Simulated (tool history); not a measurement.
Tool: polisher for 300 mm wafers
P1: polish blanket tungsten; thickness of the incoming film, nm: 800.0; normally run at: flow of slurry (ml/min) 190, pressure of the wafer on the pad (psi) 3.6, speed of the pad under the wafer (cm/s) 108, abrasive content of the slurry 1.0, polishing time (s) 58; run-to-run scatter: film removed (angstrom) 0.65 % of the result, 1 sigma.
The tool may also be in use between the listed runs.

run     day  flow of slurry (ml/min)  pressure of the wafer on the pad (psi)  speed of the pad under the wafer (cm/s)  abrasive content of the slurry  polishing time (s)  wafers polished on this pad  hours since the slurry nozzle was cleaned  hours since the head pressure was calibrated  hours since the slurry blender was calibrated  hours since the slurry got fresh peroxide  film removed (angstrom)
  1   0.604                      190                                     3.6                                      108                             1.0                  58                          435                                      206.4                                         178.5                                          233.7                                       44.1                   2435.6
  2   1.192                      190                                     3.6                                      168                             1.0                  58                          600                                      220.5                                         192.6                                          247.8                                       58.2                   3733.6
  3   1.529                      190                                     3.6                                      108                             1.0                  26                          694                                      228.6                                         200.7                                          255.9                                       66.3                   1067.8
  4   2.000                      190                                     1.7                                      108                             1.0                  83                          826                                      239.9                                         212.0                                          267.2                                       77.6                   1627.5
  5   2.450                      190                                     3.6                                      108                             0.6                  58                          951                                      250.7                                         222.8                                          278.0                                       88.4                   2147.4
  6   2.958                      190                                     3.6                                      108                             1.0                  58                         1093                                      262.9                                         235.0                                          290.2                                      100.6                   2402.2
  7   3.538                      190                                     3.6                                       70                             1.0                  58                         1255                                      276.8                                         248.9                                          304.1                                      114.5                   1553.3
  8   3.888                      190                                     5.2                                      108                             1.0                  58                         1353                                      285.2                                         257.3                                          312.5                                      122.9                   3488.4
  9   4.404                      190                                     3.6                                      108                             1.4                  58                         1498                                      297.6                                         269.7                                          324.9                                      135.3                   2612.0
 10   5.138                      295                                     3.6                                      108                             1.0                  58                         1702                                      315.2                                         287.3                                          342.5                                      152.9                   2553.6
 11   5.700                      190                                     3.6                                      108                             1.0                  58                         1860                                      328.7                                         300.8                                          356.0                                      166.4                   2407.8
 12   6.192                      115                                     3.6                                      108                             1.0                  58                         1997                                      340.5                                         312.6                                          367.8                                      178.2                   2170.2
 13   6.571                      275                                     3.6                                      108                             1.0                  88                         2103                                      349.6                                         321.7                                          376.9                                      187.3                   3820.7
      6.629  -- slurry blender recalibrated
 14   7.071                      115                                     3.6                                      108                             1.0                  30                         2243                                      361.6                                         333.7                                           10.7                                      199.3                   1147.6
 15   7.746                      190                                     3.6                                      108                             1.0                  58                         2432                                      377.8                                         349.9                                           26.9                                      215.5                   2393.1
 16   8.367                      190                                     3.6                                      108                             1.0                  89                         2605                                      392.7                                         364.8                                           41.8                                      230.4                   3712.0
 17   8.704                      190                                     2.3                                      108                             1.0                  58                         2699                                      400.8                                         372.9                                           49.9                                      238.5                   1558.7
 18   9.029                      190                                     3.6                                      108                             1.0                  58                         2790                                      408.6                                         380.7                                           57.7                                      246.3                   2410.4
 19   9.575                      190                                     3.6                                      108                             1.0                  58                         2943                                      421.7                                         393.8                                           70.8                                      259.4                   2331.2
     10.262  -- head pressure recalibrated
     10.262  -- slurry tank refilled with fresh slurry and peroxide
 20  10.296                      190                                     3.6                                      108                             1.0                  58                         3144                                      439.0                                           0.8                                           88.1                                        0.8                   2284.4
 21  10.721                      190                                     3.6                                      108                             1.0                  58                         3263                                      449.2                                          11.0                                           98.3                                       11.0                   2278.4
     11.242  -- slurry blender recalibrated
 22  11.383                      190                                     3.6                                      108                             1.0                  58                         3448                                      465.1                                          26.9                                            3.4                                       26.9                   2229.2
 23  12.046                      190                                     3.6                                      108                             1.0                  58                         3633                                      481.0                                          42.8                                           19.3                                       42.8                   2210.0
 24  12.542                      190                                     3.6                                      108                             1.0                  58                         3772                                      492.9                                          54.7                                           31.2                                       54.7                   2197.7

What P1 gives has crept away from where it was. These 2 causes fit the log equally well, each at the size given:
A: removal rate lost through wear of the pad, % = 7.21
B: slurry flow missing at the pad, % = 35.6
The creep began at about day 9.029.
Why every other cause is out:
head's pressure below its setpoint, %: serviced at day 10.262, which brought nothing back
abrasive missing from the slurry, %: serviced at day 11.242, which brought nothing back
peroxide lost from the slurry, %: serviced at day 10.262, which brought nothing back

4 check runs are offered, each on 5 wafers whose results are averaged, their results left as question marks. Which one tells the causes apart?
check 1  13.038                      190                                     3.6                                      108                             1.0                  89                                                                                                                                                                                                                                        ?
check 2  13.038                      190                                     2.7                                      108                             1.0                  33                                                                                                                                                                                                                                        ?
check 3  13.038                      140                                     3.6                                      108                             1.0                  82                                                                                                                                                                                                                                        ?
check 4  13.038                      190                                     3.6                                      164                             1.0                  58                                                                                                                                                                                                                                        ?

What each check would give under each cause:
  check                   result     if A     if B
check 1  film removed (angstrom)  3433.10  3433.20
check 2  film removed (angstrom)   954.71   954.74
check 3  film removed (angstrom)  3013.00  2941.90
check 4  film removed (angstrom)  3397.40  3397.50
How far apart the two closest causes lie, in the result that separates them most: check 1 0 %; check 2 0 %; check 3 2.39 %; check 4 0 %
Only check 3 tells the causes apart: in the others they would give nearly the same result.

Then check 3 was run and gave: film removed (angstrom) 3009.60. Which cause is it?

It is A: removal rate lost through wear of the pad, %.
